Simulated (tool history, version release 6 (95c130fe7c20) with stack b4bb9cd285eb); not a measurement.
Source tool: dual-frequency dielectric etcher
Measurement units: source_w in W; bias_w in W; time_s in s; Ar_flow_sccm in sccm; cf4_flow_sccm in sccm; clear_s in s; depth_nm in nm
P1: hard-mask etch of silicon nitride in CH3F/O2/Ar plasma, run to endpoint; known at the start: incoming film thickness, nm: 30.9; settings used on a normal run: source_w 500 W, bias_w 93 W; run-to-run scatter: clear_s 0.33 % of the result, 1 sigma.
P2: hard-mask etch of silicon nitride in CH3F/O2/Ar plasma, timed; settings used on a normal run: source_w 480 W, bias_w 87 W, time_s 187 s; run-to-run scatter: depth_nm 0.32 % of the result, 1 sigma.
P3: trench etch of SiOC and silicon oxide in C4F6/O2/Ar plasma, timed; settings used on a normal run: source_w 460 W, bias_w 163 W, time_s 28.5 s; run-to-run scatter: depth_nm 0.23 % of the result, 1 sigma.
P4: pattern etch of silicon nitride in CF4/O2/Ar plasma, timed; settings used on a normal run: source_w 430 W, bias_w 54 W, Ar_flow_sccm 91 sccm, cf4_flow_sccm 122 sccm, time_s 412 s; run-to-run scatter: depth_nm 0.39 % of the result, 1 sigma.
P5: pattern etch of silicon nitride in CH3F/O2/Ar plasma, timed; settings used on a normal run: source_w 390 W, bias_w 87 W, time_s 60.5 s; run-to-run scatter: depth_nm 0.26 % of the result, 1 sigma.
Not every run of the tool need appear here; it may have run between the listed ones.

| run | hour | process | source_w | bias_w | time_s | Ar_flow_sccm | cf4_flow_sccm | clear_s | depth_nm |
|---|---|---|---|---|---|---|---|---|---|
| 1 | 9.7 | P1 | 500 | 93 |  |  |  | 38.784 |  |
| 2 | 27 | P3 | 460 | 228 | 28.5 |  |  |  | 65.243 |
| 3 | 34.9 | P5 | 470 | 87 | 60.5 |  |  |  | 48.116 |
| 4 | 46.8 | P3 | 460 | 163 | 28.5 |  |  |  | 58.756 |
| 5 | 60.4 | P4 | 430 | 54 | 412 | 91 | 165 |  | 751.5 |
| 6 | 72.6 | P4 | 430 | 54 | 521 | 91 | 122 |  | 924.38 |
| 7 | 82.1 | P3 | 350 | 163 | 28.5 |  |  |  | 52.683 |
| 8 | 95.4 | P2 | 480 | 87 | 115 |  |  |  | 93.943 |
| 9 | 105.1 | P1 | 500 | 93 |  |  |  | 38.658 |  |
| 10 | 119.8 | P1 | 690 | 128 |  |  |  | 30.562 |  |
| 11 | 133.3 | P1 | 500 | 59 |  |  |  | 45.073 |  |
| 12 | 141.9 | P5 | 390 | 87 | 60.5 |  |  |  | 44.641 |
| 13 | 159.6 | P1 | 500 | 93 |  |  |  | 38.944 |  |
| 14 | 171.3 | P5 | 390 | 87 | 84.5 |  |  |  | 62.763 |
| 15 | 186.4 | P5 | 390 | 87 | 60.5 |  |  |  | 44.899 |
| 16 | 202 | P2 | 480 | 87 | 187 |  |  |  | 154.1 |
| 17 | 220 | P4 | 430 | 54 | 412 | 91 | 122 |  | 733.16 |
| 18 | 236.8 | P1 | 330 | 93 |  |  |  | 45.242 |  |
| 19 | 246.5 | P4 | 430 | 74 | 412 | 91 | 122 |  | 825.54 |
| 20 | 263.1 | P4 | 430 | 54 | 412 | 62 | 122 |  | 762.74 |
| 21 | 280 | P1 | 390 | 71 |  |  |  | 46.782 |  |
|  | 287.7 | bias power generator calibrated |
| 22 | 289.4 | P1 | 500 | 116 |  |  |  | 35.662 |  |
| 23 | 297.2 | P1 | 610 | 73 |  |  |  | 39.081 |  |
| 24 | 313.7 | P3 | 460 | 163 | 36 |  |  |  | 74.224 |
| 25 | 328 | P4 | 610 | 54 | 412 | 91 | 122 |  | 986.15 |
| 26 | 341.9 | P2 | 480 | 51 | 187 |  |  |  | 127.52 |
| 27 | 357.1 | P1 | 630 | 93 |  |  |  | 35.516 |  |
| 28 | 368.8 | P1 | 500 | 93 |  |  |  | 38.869 |  |
| 29 | 381.9 | P5 | 390 | 114 | 60.5 |  |  |  | 49.593 |
| 30 | 398.7 | P2 | 480 | 87 | 187 |  |  |  | 152.43 |
| 31 | 409.3 | P2 | 370 | 87 | 187 |  |  |  | 139.16 |
| 32 | 424.2 | P1 | 500 | 93 |  |  |  | 38.555 |  |
| 33 | 440.4 | P1 | 500 | 93 |  |  |  | 38.562 |  |
| 34 | 455.4 | P1 | 500 | 93 |  |  |  | 38.314 |  |
| 35 | 464.7 | P1 | 500 | 93 |  |  |  | 38.297 |  |
| 36 | 479.7 | P1 | 500 | 93 |  |  |  | 38.045 |  |
| 37 | 491.4 | P1 | 500 | 93 |  |  |  | 38.031 |  |
| 38 | 504.2 | P1 | 500 | 93 |  |  |  | 38.166 |  |
| 39 | 513.4 | P1 | 500 | 93 |  |  |  | 38.218 |  |
|  | 519.6 | wet clean of the chamber |
| 40 | 526.2 | P1 | 500 | 93 |  |  |  | 38.203 |  |
| 41 | 538.9 | P1 | 500 | 93 |  |  |  | 38.091 |  |
| 42 | 548.9 | P1 | 500 | 93 |  |  |  | 38.186 |  |
| 43 | 564.3 | P1 | 500 | 93 |  |  |  | 38.2 |  |

The output of P1 has drifted from where it used to be. Each of the 2 causes below, taken at the size shown beside it, accounts for the log equally well:
A: source power that arrives over what is set, % = 4.45
B: bias power that arrives over what is set, % = 4.67
Onset of the creep was near hour 424.2.
Every other cause this tool's parts could produce, and why it does not fit the log:
chamber walls in a state that raises the etch rate, %: maintenance at hour 519.6, after the shift began, did not return the process to its former output

You are offered 4 check runs, listed below with question marks in place of their results; each one averages 2 wafers. Which run separates the listed causes by giving clearly different results for each?
| check 1 | 579.7 | P3 | 460 | 210 | 28.5 |  |  |  | ? |
| check 2 | 579.7 | P2 | 480 | 59 | 115 |  |  |  | ? |
| check 3 | 579.7 | P4 | 430 | 54 | 412 | 70 | 122 |  | ? |
| check 4 | 579.7 | P5 | 450 | 87 | 60.5 |  |  |  | ? |

What every check run would give for each of its results, assuming each possible cause in turn:
| check | result | if A | if B |
|---|---|---|---|
| check 1 | depth_nm | 64.57 | 64.441 |
| check 2 | depth_nm | 83.841 | 83.671 |
| check 3 | depth_nm | 777.69 | 761.12 |
| check 4 | depth_nm | 48.085 | 48.078 |
Per-check spread between the two closest causes, in the result where they differ most: check 1 0.2 %; check 2 0.2 %; check 3 2.15 %; check 4 0.01 %
Only in check 3 would the causes give clearly different results; in the remaining checks their results would be nearly the same.

The results of check 3 are: depth_nm 775.47 nm. Based on these, which of the listed causes is it?

Of the candidate causes, it is A: source power that arrives over what is set, %.
